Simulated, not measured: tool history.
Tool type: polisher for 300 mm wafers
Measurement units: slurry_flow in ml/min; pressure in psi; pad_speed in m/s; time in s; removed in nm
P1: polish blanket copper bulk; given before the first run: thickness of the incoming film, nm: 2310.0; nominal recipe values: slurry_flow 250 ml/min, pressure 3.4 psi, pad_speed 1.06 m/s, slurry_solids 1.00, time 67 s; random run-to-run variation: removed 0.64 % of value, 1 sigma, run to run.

run    day  slurry_flow  pressure  pad_speed  slurry_solids  time  removed
  1  0.525          250       3.4       1.06           1.00    67   943.89
  2  1.179          400       3.4       1.06           1.00    67   981.30
  3  1.708          160       3.4       1.06           1.00    67   881.74
  4  2.308          250       3.4       0.70           0.70    67   575.80
  5  2.671          250       4.8       1.06           1.00    67  1320.80
  6  3.179          250       3.4       1.06           1.00    67   932.90
  7  3.696          250       3.4       0.62           1.00    67   549.99
  8  4.312          250       3.4       1.06           1.00    67   938.89
     4.567  -- worn pad replaced by a new one
  9  4.871          250       3.4       1.06           1.45    67  1028.30
     5.200  -- slurry nozzle cleaned
 10  5.304          250       3.4       1.06           1.00    91  1272.10
 11  6.017          250       3.4       1.62           1.00    67  1432.70
 12  6.375          250       3.4       1.06           1.00    67   936.85

Forecast run 13:
 13  6.967          250       1.5       1.06           1.00    67        ?

{"run 13": {"removed": 415.05}}

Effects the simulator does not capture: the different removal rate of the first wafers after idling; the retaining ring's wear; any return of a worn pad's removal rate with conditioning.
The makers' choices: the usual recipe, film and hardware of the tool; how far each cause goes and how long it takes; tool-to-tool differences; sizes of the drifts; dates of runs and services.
